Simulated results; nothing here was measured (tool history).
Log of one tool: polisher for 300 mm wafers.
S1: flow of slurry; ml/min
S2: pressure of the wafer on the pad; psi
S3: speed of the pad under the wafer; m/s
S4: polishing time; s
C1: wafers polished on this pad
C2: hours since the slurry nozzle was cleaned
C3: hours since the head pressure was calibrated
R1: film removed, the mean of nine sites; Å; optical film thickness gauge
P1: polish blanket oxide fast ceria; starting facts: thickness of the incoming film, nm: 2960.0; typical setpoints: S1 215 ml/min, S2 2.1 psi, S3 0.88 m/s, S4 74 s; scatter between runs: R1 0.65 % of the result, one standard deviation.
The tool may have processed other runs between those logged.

Run 1, hour 3.4: S1 215 ml/min, S2 2.1 psi, S3 0.88 m/s, S4 74 s; C1 384; C2 280.2; C3 936.8. Result: R1 8921.1 Å.
Run 2, hour 9.1: S1 330 ml/min, S2 2.1 psi, S3 0.88 m/s, S4 36 s; C1 425; C2 285.9; C3 942.5. Result: R1 4577.3 Å.
Run 3, hour 13.4: S1 215 ml/min, S2 2.1 psi, S3 0.88 m/s, S4 74 s; C1 457; C2 290.2; C3 946.8. Result: R1 8947.6 Å.
Run 4, hour 18.5: S1 215 ml/min, S2 2.1 psi, S3 1.38 m/s, S4 74 s; C1 494; C2 295.3; C3 951.9. Result: R1 14154 Å.
Run 5, hour 22.4: S1 215 ml/min, S2 2.1 psi, S3 0.88 m/s, S4 74 s; C1 522; C2 299.2; C3 955.8. Result: R1 8890.2 Å.
Run 6, hour 27.3: S1 215 ml/min, S2 2.1 psi, S3 0.88 m/s, S4 43 s; C1 558; C2 304.1; C3 960.7. Result: R1 5221.6 Å.
Run 7, hour 32.5: S1 270 ml/min, S2 2.1 psi, S3 0.88 m/s, S4 74 s; C1 596; C2 309.3; C3 965.9. Result: R1 9166.3 Å.
Run 8, hour 38: S1 130 ml/min, S2 2.1 psi, S3 0.88 m/s, S4 74 s; C1 636; C2 314.8; C3 971.4. Result: R1 8240.3 Å.
Run 9, hour 41: S1 215 ml/min, S2 2.1 psi, S3 0.58 m/s, S4 74 s; C1 658; C2 317.8; C3 974.4. Result: R1 5893.3 Å.
At hour 45.6: worn pad replaced by a new one.
Run 10, hour 45.6: S1 215 ml/min, S2 2.1 psi, S3 1.28 m/s, S4 102 s; C1 0; C2 322.4; C3 979. Result: R1 17901 Å.
At hour 48.4: head pressure recalibrated.
Run 11, hour 52.2: S1 215 ml/min, S2 1.1 psi, S3 0.88 m/s, S4 74 s; C1 48; C2 329; C3 3.8. Result: R1 4674 Å.
Run 12, hour 56.5: S1 305 ml/min, S2 1.1 psi, S3 0.88 m/s, S4 74 s; C1 79; C2 333.3; C3 8.1. Result: R1 4907.9 Å.
Run 13, hour 61.4: S1 215 ml/min, S2 2.1 psi, S3 0.88 m/s, S4 118 s; C1 115; C2 338.2; C3 13. Result: R1 14346 Å.
Run 14, hour 66.6: S1 215 ml/min, S2 2.1 psi, S3 0.88 m/s, S4 74 s; C1 153; C2 343.4; C3 18.2. Result: R1 8940.2 Å.
Run 15, hour 72.3: S1 215 ml/min, S2 3.1 psi, S3 0.88 m/s, S4 74 s; C1 194; C2 349.1; C3 23.9. Result: R1 13212 Å.
Run 16, hour 75.9: S1 215 ml/min, S2 2.1 psi, S3 0.88 m/s, S4 74 s; C1 220; C2 352.7; C3 27.5. Result: R1 8903.2 Å.
Run 17, hour 82.1: S1 215 ml/min, S2 2.1 psi, S3 0.88 m/s, S4 74 s; C1 265; C2 358.9; C3 33.7. Result: R1 8854.5 Å.
Run 18, hour 85.5: S1 215 ml/min, S2 2.1 psi, S3 0.88 m/s, S4 74 s; C1 290; C2 362.3; C3 37.1. Result: R1 8743.4 Å.
Run 19, hour 90.3: S1 215 ml/min, S2 2.1 psi, S3 0.88 m/s, S4 74 s; C1 325; C2 367.1; C3 41.9. Result: R1 8751.1 Å.

For run 20, what comes out?
Run 20, hour 93.5: S1 215 ml/min, S2 2.1 psi, S3 0.88 m/s, S4 74 s; C1 348; C2 370.3; C3 45.1. Result: R1 ?.

Run 20 produced R1 8719.9 Å.
